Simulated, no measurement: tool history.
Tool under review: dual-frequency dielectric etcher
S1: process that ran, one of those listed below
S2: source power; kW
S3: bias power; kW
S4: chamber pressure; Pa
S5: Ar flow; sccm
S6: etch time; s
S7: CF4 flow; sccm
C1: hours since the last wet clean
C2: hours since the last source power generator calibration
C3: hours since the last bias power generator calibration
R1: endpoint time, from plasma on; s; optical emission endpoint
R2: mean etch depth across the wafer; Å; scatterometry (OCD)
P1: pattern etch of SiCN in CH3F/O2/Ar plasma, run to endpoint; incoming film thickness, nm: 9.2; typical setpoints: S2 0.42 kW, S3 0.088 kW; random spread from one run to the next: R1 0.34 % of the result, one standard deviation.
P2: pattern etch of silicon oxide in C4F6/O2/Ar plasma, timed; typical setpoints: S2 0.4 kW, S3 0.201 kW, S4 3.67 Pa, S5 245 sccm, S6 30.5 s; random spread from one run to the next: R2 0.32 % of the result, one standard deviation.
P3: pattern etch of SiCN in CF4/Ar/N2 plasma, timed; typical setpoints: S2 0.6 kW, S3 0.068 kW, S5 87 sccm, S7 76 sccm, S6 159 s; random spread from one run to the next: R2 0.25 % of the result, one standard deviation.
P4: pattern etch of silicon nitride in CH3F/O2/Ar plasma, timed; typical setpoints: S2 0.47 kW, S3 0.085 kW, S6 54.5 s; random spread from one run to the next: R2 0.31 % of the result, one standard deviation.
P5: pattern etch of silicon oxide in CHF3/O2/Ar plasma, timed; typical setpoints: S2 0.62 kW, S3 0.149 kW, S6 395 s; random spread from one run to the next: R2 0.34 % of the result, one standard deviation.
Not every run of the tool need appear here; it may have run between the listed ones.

{"run": 1, "hour": 12.0, "S1": "P1", "S2": 0.42, "S3": 0.088, "C1": 244.9, "C2": 1517.6, "C3": 1815.3, "R1": 22.66}
{"run": 2, "hour": 24.4, "S1": "P2", "S2": 0.4, "S3": 0.201, "S4": 3.67, "S5": 245, "S6": 30.5, "C1": 257.3, "C2": 1530, "C3": 1827.7, "R2": 1010.5}
{"run": 3, "hour": 34.6, "S1": "P4", "S2": 0.47, "S3": 0.085, "S6": 54.5, "C1": 267.5, "C2": 1540.2, "C3": 1837.9, "R2": 421.28}
{"run": 4, "hour": 47.3, "S1": "P4", "S2": 0.47, "S3": 0.085, "S6": 39, "C1": 280.2, "C2": 1552.9, "C3": 1850.6, "R2": 302.63}
{"run": 5, "hour": 56.0, "S1": "P3", "S2": 0.6, "S3": 0.068, "S5": 87, "S6": 195, "S7": 76, "C1": 288.9, "C2": 1561.6, "C3": 1859.3, "R2": 2129.2}
{"run": 6, "hour": 62.9, "S1": "P1", "S2": 0.42, "S3": 0.088, "C1": 295.8, "C2": 1568.5, "C3": 1866.2, "R1": 22.92}
{"run": 7, "hour": 73.5, "S1": "P1", "S2": 0.42, "S3": 0.088, "C1": 306.4, "C2": 1579.1, "C3": 1876.8, "R1": 22.72}
{"run": 8, "hour": 83.0, "S1": "P5", "S2": 0.62, "S3": 0.149, "S6": 493.5, "C1": 315.9, "C2": 1588.6, "C3": 1886.3, "R2": 9242.8}
{"run": 9, "hour": 97.1, "S1": "P4", "S2": 0.28, "S3": 0.085, "S6": 54.5, "C1": 330, "C2": 1602.7, "C3": 1900.4, "R2": 346.31}
{"run": 10, "hour": 108.5, "S1": "P3", "S2": 0.6, "S3": 0.068, "S5": 112, "S6": 159, "S7": 76, "C1": 341.4, "C2": 1614.1, "C3": 1911.8, "R2": 1662.5}
{"run": 11, "hour": 118.0, "S1": "P2", "S2": 0.4, "S3": 0.201, "S4": 3.67, "S5": 245, "S6": 17, "C1": 350.9, "C2": 1623.6, "C3": 1921.3, "R2": 563.49}
{"run": 12, "hour": 126.0, "S1": "P1", "S2": 0.3, "S3": 0.115, "C1": 358.9, "C2": 1631.6, "C3": 1929.3, "R1": 23.334}
{"run": 13, "hour": 138.7, "S1": "P3", "S2": 0.6, "S3": 0.068, "S5": 87, "S6": 159, "S7": 76, "C1": 371.6, "C2": 1644.3, "C3": 1942, "R2": 1733.2}
{"run": 14, "hour": 149.9, "S1": "P3", "S2": 0.6, "S3": 0.068, "S5": 87, "S6": 159, "S7": 76, "C1": 382.8, "C2": 1655.5, "C3": 1953.2, "R2": 1730}
{"run": 15, "hour": 157.5, "S1": "P4", "S2": 0.47, "S3": 0.056, "S6": 54.5, "C1": 390.4, "C2": 1663.1, "C3": 1960.8, "R2": 365.68}
{"run": 16, "hour": 165.1, "S1": "P2", "S2": 0.29, "S3": 0.201, "S4": 3.67, "S5": 245, "S6": 30.5, "C1": 398, "C2": 1670.7, "C3": 1968.4, "R2": 893.34}
{"run": 17, "hour": 172.8, "S1": "P2", "S2": 0.4, "S3": 0.201, "S4": 3.67, "S5": 245, "S6": 30.5, "C1": 405.7, "C2": 1678.4, "C3": 1976.1, "R2": 1010.4}
{"run": 18, "hour": 184.0, "S1": "P1", "S2": 0.29, "S3": 0.088, "C1": 416.9, "C2": 1689.6, "C3": 1987.3, "R1": 26.234}
{"hour": 185.6, "done": "source power generator calibrated"}
{"run": 19, "hour": 194.4, "S1": "P2", "S2": 0.4, "S3": 0.201, "S4": 4.53, "S5": 245, "S6": 30.5, "C1": 427.3, "C2": 8.9, "C3": 1997.7, "R2": 984.21}
{"run": 20, "hour": 205.9, "S1": "P1", "S2": 0.42, "S3": 0.056, "C1": 438.8, "C2": 20.4, "C3": 2009.2, "R1": 26.804}
{"run": 21, "hour": 216.2, "S1": "P1", "S2": 0.33, "S3": 0.119, "C1": 449.1, "C2": 30.7, "C3": 2019.5, "R1": 22.332}
{"run": 22, "hour": 226.5, "S1": "P1", "S2": 0.54, "S3": 0.088, "C1": 459.4, "C2": 41, "C3": 2029.8, "R1": 20.732}
{"run": 23, "hour": 240.8, "S1": "P4", "S2": 0.47, "S3": 0.085, "S6": 54.5, "C1": 473.7, "C2": 55.3, "C3": 2044.1, "R2": 422.7}
{"run": 24, "hour": 254.6, "S1": "P1", "S2": 0.42, "S3": 0.109, "C1": 487.5, "C2": 69.1, "C3": 2057.9, "R1": 21.165}

What does the tool deliver on the next run?
{"run": 25, "hour": 268.1, "S1": "P3", "S2": 0.82, "S3": 0.068, "S5": 87, "S6": 159, "S7": 76, "C1": 501, "C2": 82.6, "C3": 2071.4, "R2": "?"}

For run 25 the tool returned R2 2280.1 Å.
